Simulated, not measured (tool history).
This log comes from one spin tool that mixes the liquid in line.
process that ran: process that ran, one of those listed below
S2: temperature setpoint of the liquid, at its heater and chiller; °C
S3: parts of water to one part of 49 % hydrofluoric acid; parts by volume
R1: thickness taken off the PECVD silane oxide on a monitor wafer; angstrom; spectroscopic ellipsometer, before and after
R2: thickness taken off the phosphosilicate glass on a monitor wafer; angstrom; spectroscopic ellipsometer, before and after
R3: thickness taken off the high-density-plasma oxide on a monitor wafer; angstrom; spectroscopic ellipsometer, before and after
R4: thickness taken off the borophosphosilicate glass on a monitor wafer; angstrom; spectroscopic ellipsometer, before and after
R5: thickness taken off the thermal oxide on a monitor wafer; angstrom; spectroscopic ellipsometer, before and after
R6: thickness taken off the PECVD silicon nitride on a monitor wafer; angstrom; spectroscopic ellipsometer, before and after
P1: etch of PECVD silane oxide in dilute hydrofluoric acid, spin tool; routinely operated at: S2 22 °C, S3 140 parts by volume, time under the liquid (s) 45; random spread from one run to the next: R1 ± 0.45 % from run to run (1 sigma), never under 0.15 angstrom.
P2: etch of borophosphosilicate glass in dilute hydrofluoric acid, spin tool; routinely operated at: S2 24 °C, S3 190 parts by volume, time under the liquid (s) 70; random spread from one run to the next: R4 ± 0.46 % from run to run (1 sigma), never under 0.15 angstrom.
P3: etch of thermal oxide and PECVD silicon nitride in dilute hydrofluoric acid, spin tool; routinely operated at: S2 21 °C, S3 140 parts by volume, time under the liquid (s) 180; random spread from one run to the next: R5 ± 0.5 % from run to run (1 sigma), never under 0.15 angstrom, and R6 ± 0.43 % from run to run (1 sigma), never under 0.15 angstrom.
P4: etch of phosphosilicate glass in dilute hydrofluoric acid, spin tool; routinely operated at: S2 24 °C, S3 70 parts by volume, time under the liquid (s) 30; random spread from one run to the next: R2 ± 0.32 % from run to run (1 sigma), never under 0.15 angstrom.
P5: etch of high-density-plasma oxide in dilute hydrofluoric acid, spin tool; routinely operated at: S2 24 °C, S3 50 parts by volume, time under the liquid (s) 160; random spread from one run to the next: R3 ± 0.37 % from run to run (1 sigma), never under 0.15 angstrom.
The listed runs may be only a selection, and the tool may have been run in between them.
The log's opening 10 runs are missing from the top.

{"run": 11, "hour": 99.1, "process that ran": "P2", "S2": 24, "S3": 325, "time under the liquid (s)": 70, "R4": 81.668}
{"run": 12, "hour": 110.5, "process that ran": "P3", "S2": 21, "S3": 140, "time under the liquid (s)": 90, "R5": 25.872, "R6": 28.469}
{"run": 13, "hour": 117.1, "process that ran": "P5", "S2": 24, "S3": 90, "time under the liquid (s)": 160, "R3": 93.288}
{"run": 14, "hour": 126.7, "process that ran": "P3", "S2": 17, "S3": 140, "time under the liquid (s)": 180, "R5": 43.974, "R6": 43.344}
{"run": 15, "hour": 132.4, "process that ran": "P2", "S2": 24, "S3": 190, "time under the liquid (s)": 15, "R4": 34.285}
{"run": 16, "hour": 138.2, "process that ran": "P5", "S2": 24, "S3": 50, "time under the liquid (s)": 160, "R3": 176.33}
{"run": 17, "hour": 146.8, "process that ran": "P1", "S2": 22, "S3": 85, "time under the liquid (s)": 45, "R1": 85.452}
{"run": 18, "hour": 155.3, "process that ran": "P4", "S2": 24, "S3": 70, "time under the liquid (s)": 30, "R2": 450.45}
{"run": 19, "hour": 164.1, "process that ran": "P1", "S2": 22, "S3": 245, "time under the liquid (s)": 85, "R1": 46.688}
{"run": 20, "hour": 174.1, "process that ran": "P1", "S2": 22, "S3": 140, "time under the liquid (s)": 45, "R1": 48.553}
{"run": 21, "hour": 184.4, "process that ran": "P2", "S2": 29, "S3": 190, "time under the liquid (s)": 70, "R4": 191.06}
{"run": 22, "hour": 194.9, "process that ran": "P1", "S2": 22, "S3": 140, "time under the liquid (s)": 45, "R1": 49.048}
{"run": 23, "hour": 206.0, "process that ran": "P1", "S2": 17, "S3": 60, "time under the liquid (s)": 45, "R1": 100.4}
{"run": 24, "hour": 211.1, "process that ran": "P1", "S2": 22, "S3": 140, "time under the liquid (s)": 45, "R1": 48.428}
{"run": 25, "hour": 218.6, "process that ran": "P1", "S2": 22, "S3": 140, "time under the liquid (s)": 15, "R1": 16.277}
{"run": 26, "hour": 227.1, "process that ran": "P4", "S2": 30, "S3": 70, "time under the liquid (s)": 30, "R2": 568.25}
{"run": 27, "hour": 234.7, "process that ran": "P5", "S2": 17.5, "S3": 50, "time under the liquid (s)": 160, "R3": 135.57}
{"run": 28, "hour": 244.6, "process that ran": "P1", "S2": 22, "S3": 140, "time under the liquid (s)": 45, "R1": 48.55}
{"run": 29, "hour": 254.1, "process that ran": "P2", "S2": 24, "S3": 190, "time under the liquid (s)": 70, "R4": 159.75}
{"run": 30, "hour": 264.0, "process that ran": "P1", "S2": 22, "S3": 250, "time under the liquid (s)": 45, "R1": 24.534}

Run 31 has not been measured yet. What should we expect?
{"run": 31, "hour": 272.3, "process that ran": "P5", "S2": 24, "S3": 50, "time under the liquid (s)": 265, "R3": "?"}

R3: 292.57 angstrom

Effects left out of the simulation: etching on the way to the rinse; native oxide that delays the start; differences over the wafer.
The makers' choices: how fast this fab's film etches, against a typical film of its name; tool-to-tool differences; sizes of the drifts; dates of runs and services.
